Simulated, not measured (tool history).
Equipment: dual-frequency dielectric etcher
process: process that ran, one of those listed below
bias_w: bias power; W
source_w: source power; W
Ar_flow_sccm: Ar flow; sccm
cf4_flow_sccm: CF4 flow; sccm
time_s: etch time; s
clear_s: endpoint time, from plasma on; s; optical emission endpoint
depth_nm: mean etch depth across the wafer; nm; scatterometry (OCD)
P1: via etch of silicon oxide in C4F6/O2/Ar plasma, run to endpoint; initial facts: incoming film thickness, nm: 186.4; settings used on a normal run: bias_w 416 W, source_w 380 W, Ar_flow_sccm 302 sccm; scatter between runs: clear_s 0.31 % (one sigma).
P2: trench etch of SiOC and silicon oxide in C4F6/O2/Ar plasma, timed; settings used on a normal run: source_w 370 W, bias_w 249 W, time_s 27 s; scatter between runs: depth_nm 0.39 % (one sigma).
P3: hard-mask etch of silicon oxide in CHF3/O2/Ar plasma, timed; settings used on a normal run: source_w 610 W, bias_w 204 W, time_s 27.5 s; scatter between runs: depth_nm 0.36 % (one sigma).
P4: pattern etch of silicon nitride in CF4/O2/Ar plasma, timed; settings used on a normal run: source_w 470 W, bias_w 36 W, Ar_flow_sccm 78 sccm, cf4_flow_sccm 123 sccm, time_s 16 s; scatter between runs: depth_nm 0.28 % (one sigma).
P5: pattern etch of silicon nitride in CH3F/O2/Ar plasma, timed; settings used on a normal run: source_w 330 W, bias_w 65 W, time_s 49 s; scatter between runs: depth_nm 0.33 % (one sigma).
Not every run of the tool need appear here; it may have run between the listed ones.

run	day	process	bias_w	source_w	Ar_flow_sccm	cf4_flow_sccm	time_s	hours since the last wet clean	hours since the last bias power generator calibration	hours since the last source power generator calibration	hours since the last Ar flow controller change	clear_s	depth_nm
1	0.304	P1	416	380	302			204.1	2544.2	1246.6	1232.5	45.148	
2	0.767	P1	416	380	302			215.2	2555.3	1257.7	1243.6	44.982	
3	1.179	P1	586	380	302			225.1	2565.2	1267.6	1253.5	39.56	
4	1.429	P4	36	470	48	123	16	231.1	2571.2	1273.6	1259.5		29.019
5	1.75	P4	36	470	78	151	16	238.8	2578.9	1281.3	1267.2		28.272
6	2.075	P4	36	470	78	123	21.5	246.6	2586.7	1289.1	1275		37.263
7	2.471	P1	416	380	302			256.1	2596.2	1298.6	1284.5	45.187	
8	2.988	P1	416	380	302			268.5	2608.6	1311	1296.9	44.977	
9	3.342	P5	65	330			69.5	277	2617.1	1319.5	1305.4		45.11
10	3.692	P4	36	470	78	123	16	285.4	2625.5	1327.9	1313.8		27.797
11	3.983	P2	249	370			17	292.4	2632.5	1334.9	1320.8		36.032
12	4.5	P1	416	380	302			304.8	2644.9	1347.3	1333.2	45.129	
13	4.879	P3	204	610			19	313.9	2654	1356.4	1342.3		38.5
14	5.396	P2	249	370			27	326.3	2666.4	1368.8	1354.7		57.175
15	5.883	P5	65	220			49	338	2678.1	1380.5	1366.4		27.307
16	6.233	P5	88	330			49	346.4	2686.5	1388.9	1374.8		35.632
17	6.704	P1	323	380	241			357.7	2697.8	1400.2	1386.1	48.139	
18	7.204	P2	249	370			27	369.7	2709.8	1412.2	1398.1		56.991
19	7.667	P2	249	220			27	380.8	2720.9	1423.3	1409.2		47.03
20	7.988	P1	280	380	302			388.5	2728.6	1431	1416.9	51.73	
21	8.225	P3	204	790			27.5	394.2	2734.3	1436.7	1422.6		61.124
22	8.504	P1	416	520	302			400.9	2741	1443.4	1429.3	40.305	
23	8.921	P2	199	370			27	410.9	2751	1453.4	1439.3		53.095
24	9.304	P1	416	250	302			420.1	2760.2	1462.6	1448.5	52.41	
25	9.725	P3	204	610			27.5	430.2	2770.3	1472.7	1458.6		55.374
26	10.208	P1	416	380	206			441.8	2781.9	1484.3	1470.2	43.052	
27	10.5	P3	154	610			27.5	448.8	2788.9	1491.3	1477.2		50.167
28	10.867	P4	36	620	78	123	16	457.6	2797.7	1500.1	1486		35.537
29	11.312	P5	65	330			49	468.3	2808.4	1510.8	1496.7		31.97
30	11.725	P1	416	380	408			478.2	2818.3	1520.7	1506.6	46.619	
31	12.133	P4	44	470	78	123	16	488	2828.1	1530.5	1516.4		29.725
32	12.588	P4	36	470	78	123	16	498.9	2839	1541.4	1527.3		27.809
33	12.958	P1	416	380	302			507.8	2847.9	1550.3	1536.2	45.096	
34	13.317	P1	416	380	302			516.4	2856.5	1558.9	1544.8	44.705	
35	13.783	P1	416	380	302			527.6	2867.7	1570.1	1556	44.423	
36	14.138	P1	416	380	302			536.1	2876.2	1578.6	1564.5	44.524	
37	14.467	P1	416	380	302			544	2884.1	1586.5	1572.4	44.78	
38	14.9	P1	416	380	302			554.4	2894.5	1596.9	1582.8	44.736	
# day 14.983: wet clean of the chamber
# day 15.333: Ar flow controller replaced
39	15.379	P1	416	380	302			9.5	2906	1608.4	1.2	44.568	
40	15.683	P1	416	380	302			16.8	2913.3	1615.7	8.5	44.318	
41	16.042	P1	416	380	302			25.4	2921.9	1624.3	17.1	44.24	
42	16.412	P1	416	380	302			34.3	2930.8	1633.2	26	44.257	
43	16.825	P1	416	380	302			44.2	2940.7	1643.1	35.9	44.412	
44	17.142	P1	416	380	302			51.8	2948.3	1650.7	43.5	44.472	

The log shows P1 creeping away from where it was. Any of the 2 causes listed here, at the size stated for it, fits the log just as well as the others:
A: bias power that arrives over what is set, % = 4.31
B: source power that arrives over what is set, % = 4.24
Onset of the creep was near day 12.958.
What rules out each remaining cause:
chamber walls in a state that raises the etch rate, %: work on it at day 14.983, done after the drift set in, did not restore what the process gave before
Ar flow that arrives under what is set, %: work on it at day 15.333, done after the drift set in, did not restore what the process gave before

Below are 4 check runs, each on a single wafer, with their results shown as question marks. Which of them would tell the listed causes apart, meaning the causes would give clearly different results under it?
check 1	17.458	P5	65	270			67.5						?
check 2	17.458	P4	36	470	57	123	16						?
check 3	17.458	P2	249	240			27						?
check 4	17.458	P3	204	780			27.5						?

What every check run would give for each of its results, assuming each possible cause in turn:
check	result	if A	if B
check 1	depth_nm	41.39	41.435
check 2	depth_nm	29.018	29.705
check 3	depth_nm	49.341	49.388
check 4	depth_nm	61.722	61.815
Separation of the two closest causes in each check, using whichever result separates them best: check 1 0.11 %; check 2 2.34 %; check 3 0.09 %; check 4 0.15 %
Only check 2 tells the causes apart: in the others they would give nearly the same result.

Check 2 was then run and gave: depth_nm 28.835 nm. Which cause is it?

It is A: bias power that arrives over what is set, %.
